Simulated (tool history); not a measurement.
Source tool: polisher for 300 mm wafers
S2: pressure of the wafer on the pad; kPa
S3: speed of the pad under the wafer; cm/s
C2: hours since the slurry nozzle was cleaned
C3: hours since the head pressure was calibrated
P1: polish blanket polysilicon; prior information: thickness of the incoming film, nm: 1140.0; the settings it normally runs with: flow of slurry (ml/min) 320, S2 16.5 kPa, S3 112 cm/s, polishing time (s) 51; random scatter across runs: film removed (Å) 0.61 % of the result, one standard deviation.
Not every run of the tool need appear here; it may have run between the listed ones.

Run 1, hour 12.1: flow of slurry (ml/min) 320, S2 16.5 kPa, S3 112 cm/s, polishing time (s) 51; wafers polished on this pad 333; C2 168.9; C3 517.6. Result: film removed (Å) 3846.3.
Run 2, hour 22.4: flow of slurry (ml/min) 320, S2 16.5 kPa, S3 112 cm/s, polishing time (s) 81; wafers polished on this pad 455; C2 179.2; C3 527.9. Result: film removed (Å) 5962.6.
Run 3, hour 31.4: flow of slurry (ml/min) 190, S2 16.5 kPa, S3 112 cm/s, polishing time (s) 51; wafers polished on this pad 563; C2 188.2; C3 536.9. Result: film removed (Å) 3634.5.
Run 4, hour 40.4: flow of slurry (ml/min) 320, S2 16.5 kPa, S3 112 cm/s, polishing time (s) 25; wafers polished on this pad 670; C2 197.2; C3 545.9. Result: film removed (Å) 1878.7.
Run 5, hour 49.5: flow of slurry (ml/min) 320, S2 16.5 kPa, S3 112 cm/s, polishing time (s) 51; wafers polished on this pad 778; C2 206.3; C3 555.0. Result: film removed (Å) 3851.3.
Run 6, hour 59.5: flow of slurry (ml/min) 320, S2 16.5 kPa, S3 164 cm/s, polishing time (s) 51; wafers polished on this pad 897; C2 216.3; C3 565.0. Result: film removed (Å) 5576.4.
Run 7, hour 66.9: flow of slurry (ml/min) 400, S2 16.5 kPa, S3 60 cm/s, polishing time (s) 51; wafers polished on this pad 986; C2 223.7; C3 572.4. Result: film removed (Å) 2074.4.
Run 8, hour 72.9: flow of slurry (ml/min) 320, S2 16.5 kPa, S3 112 cm/s, polishing time (s) 51; wafers polished on this pad 1057; C2 229.7; C3 578.4. Result: film removed (Å) 3788.7.
Run 9, hour 84.3: flow of slurry (ml/min) 320, S2 16.5 kPa, S3 112 cm/s, polishing time (s) 51; wafers polished on this pad 1193; C2 241.1; C3 589.8. Result: film removed (Å) 3800.2.
Run 10, hour 95.3: flow of slurry (ml/min) 320, S2 12.4 kPa, S3 112 cm/s, polishing time (s) 51; wafers polished on this pad 1324; C2 252.1; C3 600.8. Result: film removed (Å) 2873.0.
Run 11, hour 107.8: flow of slurry (ml/min) 320, S2 16.5 kPa, S3 112 cm/s, polishing time (s) 51; wafers polished on this pad 1473; C2 264.6; C3 613.3. Result: film removed (Å) 3797.3.
Run 12, hour 120.1: flow of slurry (ml/min) 320, S2 16.5 kPa, S3 56 cm/s, polishing time (s) 51; wafers polished on this pad 1620; C2 276.9; C3 625.6. Result: film removed (Å) 1913.4.
Run 13, hour 131.5: flow of slurry (ml/min) 320, S2 25.5 kPa, S3 112 cm/s, polishing time (s) 51; wafers polished on this pad 1755; C2 288.3; C3 637.0. Result: film removed (Å) 5840.2.
Run 14, hour 138.7: flow of slurry (ml/min) 470, S2 16.5 kPa, S3 112 cm/s, polishing time (s) 51; wafers polished on this pad 1841; C2 295.5; C3 644.2. Result: film removed (Å) 3956.0.
Run 15, hour 149.4: flow of slurry (ml/min) 475, S2 23.4 kPa, S3 112 cm/s, polishing time (s) 51; wafers polished on this pad 1969; C2 306.2; C3 654.9. Result: film removed (Å) 5565.3.
Run 16, hour 157.5: flow of slurry (ml/min) 320, S2 16.5 kPa, S3 112 cm/s, polishing time (s) 51; wafers polished on this pad 2065; C2 314.3; C3 663.0. Result: film removed (Å) 3815.6.
Run 17, hour 170.0: flow of slurry (ml/min) 320, S2 16.5 kPa, S3 112 cm/s, polishing time (s) 51; wafers polished on this pad 2214; C2 326.8; C3 675.5. Result: film removed (Å) 3838.6.
Run 18, hour 179.2: flow of slurry (ml/min) 320, S2 16.5 kPa, S3 112 cm/s, polishing time (s) 51; wafers polished on this pad 2324; C2 336.0; C3 684.7. Result: film removed (Å) 3710.2.
Run 19, hour 186.4: flow of slurry (ml/min) 320, S2 16.5 kPa, S3 112 cm/s, polishing time (s) 51; wafers polished on this pad 2410; C2 343.2; C3 691.9. Result: film removed (Å) 3681.2.
Run 20, hour 192.3: flow of slurry (ml/min) 320, S2 16.5 kPa, S3 112 cm/s, polishing time (s) 51; wafers polished on this pad 2480; C2 349.1; C3 697.8. Result: film removed (Å) 3670.1.
At hour 198.4: head pressure recalibrated.
Run 21, hour 200.4: flow of slurry (ml/min) 320, S2 16.5 kPa, S3 112 cm/s, polishing time (s) 51; wafers polished on this pad 2577; C2 357.2; C3 2.0. Result: film removed (Å) 3624.3.
Run 22, hour 209.0: flow of slurry (ml/min) 320, S2 16.5 kPa, S3 112 cm/s, polishing time (s) 51; wafers polished on this pad 2679; C2 365.8; C3 10.6. Result: film removed (Å) 3642.6.
Run 23, hour 217.3: flow of slurry (ml/min) 320, S2 16.5 kPa, S3 112 cm/s, polishing time (s) 51; wafers polished on this pad 2778; C2 374.1; C3 18.9. Result: film removed (Å) 3648.5.

Expected results for the next run?
Run 24, hour 223.5: flow of slurry (ml/min) 320, S2 16.5 kPa, S3 112 cm/s, polishing time (s) 51; wafers polished on this pad 2852; C2 380.3; C3 25.1. Result: film removed (Å) ?.

Run 24 gave film removed (Å) 3629.2.
